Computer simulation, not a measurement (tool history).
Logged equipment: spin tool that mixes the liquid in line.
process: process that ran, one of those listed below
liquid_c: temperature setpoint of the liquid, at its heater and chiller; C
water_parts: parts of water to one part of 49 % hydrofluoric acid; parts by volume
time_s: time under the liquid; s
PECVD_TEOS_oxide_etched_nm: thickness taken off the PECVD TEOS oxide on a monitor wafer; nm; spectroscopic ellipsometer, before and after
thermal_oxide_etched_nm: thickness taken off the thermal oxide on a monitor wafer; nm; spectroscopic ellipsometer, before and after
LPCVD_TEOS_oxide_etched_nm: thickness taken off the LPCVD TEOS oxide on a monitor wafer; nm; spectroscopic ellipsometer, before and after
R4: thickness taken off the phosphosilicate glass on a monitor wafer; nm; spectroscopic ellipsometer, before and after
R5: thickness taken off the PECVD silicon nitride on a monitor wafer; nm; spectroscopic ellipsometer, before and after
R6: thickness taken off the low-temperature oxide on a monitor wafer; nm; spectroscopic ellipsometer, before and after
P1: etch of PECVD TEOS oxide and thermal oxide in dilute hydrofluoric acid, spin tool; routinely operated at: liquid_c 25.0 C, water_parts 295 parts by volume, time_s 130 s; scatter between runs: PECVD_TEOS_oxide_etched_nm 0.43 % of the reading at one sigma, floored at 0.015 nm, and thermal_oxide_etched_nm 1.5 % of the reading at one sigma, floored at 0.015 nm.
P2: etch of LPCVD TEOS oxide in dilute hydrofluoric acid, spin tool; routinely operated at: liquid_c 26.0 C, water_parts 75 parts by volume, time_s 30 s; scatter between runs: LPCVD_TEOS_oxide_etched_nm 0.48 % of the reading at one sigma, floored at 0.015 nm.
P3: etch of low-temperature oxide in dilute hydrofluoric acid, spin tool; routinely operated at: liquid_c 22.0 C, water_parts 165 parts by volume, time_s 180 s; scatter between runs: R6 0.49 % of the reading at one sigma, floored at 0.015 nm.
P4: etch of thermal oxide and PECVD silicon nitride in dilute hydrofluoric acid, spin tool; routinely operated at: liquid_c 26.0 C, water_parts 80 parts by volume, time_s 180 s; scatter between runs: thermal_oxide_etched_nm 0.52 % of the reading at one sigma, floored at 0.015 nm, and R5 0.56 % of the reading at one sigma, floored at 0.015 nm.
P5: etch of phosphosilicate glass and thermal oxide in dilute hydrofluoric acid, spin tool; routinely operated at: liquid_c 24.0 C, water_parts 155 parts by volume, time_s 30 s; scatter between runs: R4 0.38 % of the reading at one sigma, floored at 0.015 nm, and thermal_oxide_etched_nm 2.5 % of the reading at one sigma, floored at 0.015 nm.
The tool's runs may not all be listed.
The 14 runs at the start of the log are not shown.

{"run": 15, "hour": 174.4, "process": "P1", "liquid_c": 25.0, "water_parts": 295, "time_s": 15, "PECVD_TEOS_oxide_etched_nm": 0.70356, "thermal_oxide_etched_nm": 0.20083}
{"run": 16, "hour": 182.3, "process": "P1", "liquid_c": 25.0, "water_parts": 295, "time_s": 130, "PECVD_TEOS_oxide_etched_nm": 5.8666, "thermal_oxide_etched_nm": 1.7686}
{"run": 17, "hour": 189.1, "process": "P3", "liquid_c": 22.0, "water_parts": 45, "time_s": 180, "R6": 43.806}
{"run": 18, "hour": 196.1, "process": "P5", "liquid_c": 24.0, "water_parts": 155, "time_s": 30, "thermal_oxide_etched_nm": 0.86986, "R4": 36.923}
{"run": 19, "hour": 210.8, "process": "P1", "liquid_c": 17.5, "water_parts": 295, "time_s": 130, "PECVD_TEOS_oxide_etched_nm": 4.4771, "thermal_oxide_etched_nm": 1.2893}
{"run": 20, "hour": 224.5, "process": "P5", "liquid_c": 24.0, "water_parts": 155, "time_s": 30, "thermal_oxide_etched_nm": 0.86814, "R4": 37.286}
{"run": 21, "hour": 233.3, "process": "P5", "liquid_c": 32.0, "water_parts": 155, "time_s": 30, "thermal_oxide_etched_nm": 1.1134, "R4": 49.233}
{"run": 22, "hour": 243.9, "process": "P1", "liquid_c": 25.0, "water_parts": 295, "time_s": 130, "PECVD_TEOS_oxide_etched_nm": 5.8609, "thermal_oxide_etched_nm": 1.6665}
{"run": 23, "hour": 254.7, "process": "P4", "liquid_c": 26.0, "water_parts": 80, "time_s": 180, "thermal_oxide_etched_nm": 11.984, "R5": 14.599}
{"run": 24, "hour": 267.8, "process": "P1", "liquid_c": 25.0, "water_parts": 295, "time_s": 240, "PECVD_TEOS_oxide_etched_nm": 10.922, "thermal_oxide_etched_nm": 3.1317}
{"run": 25, "hour": 281.5, "process": "P5", "liquid_c": 24.0, "water_parts": 155, "time_s": 15, "thermal_oxide_etched_nm": 0.40999, "R4": 18.501}
{"run": 26, "hour": 294.4, "process": "P1", "liquid_c": 25.0, "water_parts": 150, "time_s": 130, "PECVD_TEOS_oxide_etched_nm": 13.524, "thermal_oxide_etched_nm": 3.9159}
{"run": 27, "hour": 304.3, "process": "P2", "liquid_c": 34.0, "water_parts": 75, "time_s": 30, "LPCVD_TEOS_oxide_etched_nm": 30.496}
{"run": 28, "hour": 315.8, "process": "P2", "liquid_c": 26.0, "water_parts": 75, "time_s": 15, "LPCVD_TEOS_oxide_etched_nm": 11.251}
{"run": 29, "hour": 330.3, "process": "P4", "liquid_c": 26.0, "water_parts": 80, "time_s": 180, "thermal_oxide_etched_nm": 11.966, "R5": 14.506}
{"run": 30, "hour": 343.4, "process": "P1", "liquid_c": 30.5, "water_parts": 75, "time_s": 130, "PECVD_TEOS_oxide_etched_nm": 37.16, "thermal_oxide_etched_nm": 11.028}
{"run": 31, "hour": 353.2, "process": "P4", "liquid_c": 30.0, "water_parts": 80, "time_s": 180, "thermal_oxide_etched_nm": 13.835, "R5": 18.882}

Forecast run 32:
{"run": 32, "hour": 361.1, "process": "P1", "liquid_c": 33.0, "water_parts": 295, "time_s": 130, "PECVD_TEOS_oxide_etched_nm": "?", "thermal_oxide_etched_nm": "?"}

PECVD_TEOS_oxide_etched_nm: 7.65090 nm
thermal_oxide_etched_nm: 2.20740 nm
